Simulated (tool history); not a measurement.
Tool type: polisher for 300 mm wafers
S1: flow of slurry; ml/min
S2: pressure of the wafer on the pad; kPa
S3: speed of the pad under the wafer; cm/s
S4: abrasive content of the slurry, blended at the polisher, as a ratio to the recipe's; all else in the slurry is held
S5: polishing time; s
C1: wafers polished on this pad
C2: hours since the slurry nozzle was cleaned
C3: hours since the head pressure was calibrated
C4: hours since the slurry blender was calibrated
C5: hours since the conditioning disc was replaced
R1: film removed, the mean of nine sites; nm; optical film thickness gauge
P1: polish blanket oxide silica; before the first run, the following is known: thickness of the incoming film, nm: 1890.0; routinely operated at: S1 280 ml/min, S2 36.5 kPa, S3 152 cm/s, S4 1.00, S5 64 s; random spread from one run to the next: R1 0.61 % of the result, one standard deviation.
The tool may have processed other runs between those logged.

run,hour,S1,S2,S3,S4,S5,C1,C2,C3,C4,C5,R1
1,7.4,280,36.5,152,1.00,64,614,171.1,330.5,50.4,222.2,279.08
2,15.7,280,36.5,152,1.45,64,728,179.4,338.8,58.7,230.5,321.40
# hour 21.0: worn pad replaced by a new one
3,26.2,280,36.5,152,1.00,92,71,189.9,349.3,69.2,241.0,396.58
4,33.6,280,36.5,152,1.00,64,172,197.3,356.7,76.6,248.4,277.93
5,45.2,280,36.5,152,1.00,64,331,208.9,368.3,88.2,260.0,281.26
6,53.4,380,36.5,152,1.00,64,443,217.1,376.5,96.4,268.2,286.04
7,60.8,280,36.5,152,1.00,64,545,224.5,383.9,103.8,275.6,279.61
# hour 63.4: slurry blender recalibrated
# hour 65.2: slurry nozzle cleaned
8,70.1,180,36.5,152,1.00,64,672,5.0,393.2,6.7,284.9,266.03
9,78.5,280,16.5,152,1.00,64,787,13.4,401.6,15.1,293.3,125.96
10,87.8,280,36.5,152,1.00,64,914,22.7,410.9,24.4,302.6,278.85
11,100.6,280,36.5,152,0.60,64,1090,35.5,423.7,37.2,315.4,216.36
12,111.5,280,28.3,152,1.45,64,1239,46.4,434.6,48.1,326.3,250.70
13,122.2,280,36.5,108,1.00,64,1386,57.1,445.3,58.8,337.0,213.85
14,132.5,280,51.0,152,1.00,64,1527,67.4,455.6,69.1,347.3,387.56
15,144.0,345,20.0,152,1.00,64,1684,78.9,467.1,80.6,358.8,155.75
16,156.1,280,36.5,152,1.00,41,1850,91.0,479.2,92.7,370.9,179.88
17,165.2,280,36.5,238,1.00,64,1974,100.1,488.3,101.8,380.0,398.75
18,176.9,280,36.5,152,1.00,64,2135,111.8,500.0,113.5,391.7,275.71
19,188.9,280,36.5,152,1.00,64,2299,123.8,512.0,125.5,403.7,270.10
20,196.4,280,36.5,152,1.00,64,2402,131.3,519.5,133.0,411.2,267.09
21,207.2,280,36.5,152,1.00,64,2549,142.1,530.3,143.8,422.0,260.72
22,213.7,280,36.5,152,1.00,64,2639,148.6,536.8,150.3,428.5,262.21

Run 23, settings as shown, results not yet in. Your forecast:
# hour 219.4: conditioning disc replaced and pad reconditioned
23,225.7,280,36.5,152,1.00,64,2803,160.6,548.8,162.3,6.4,?

{"run 23": {"R1": 258.43}}
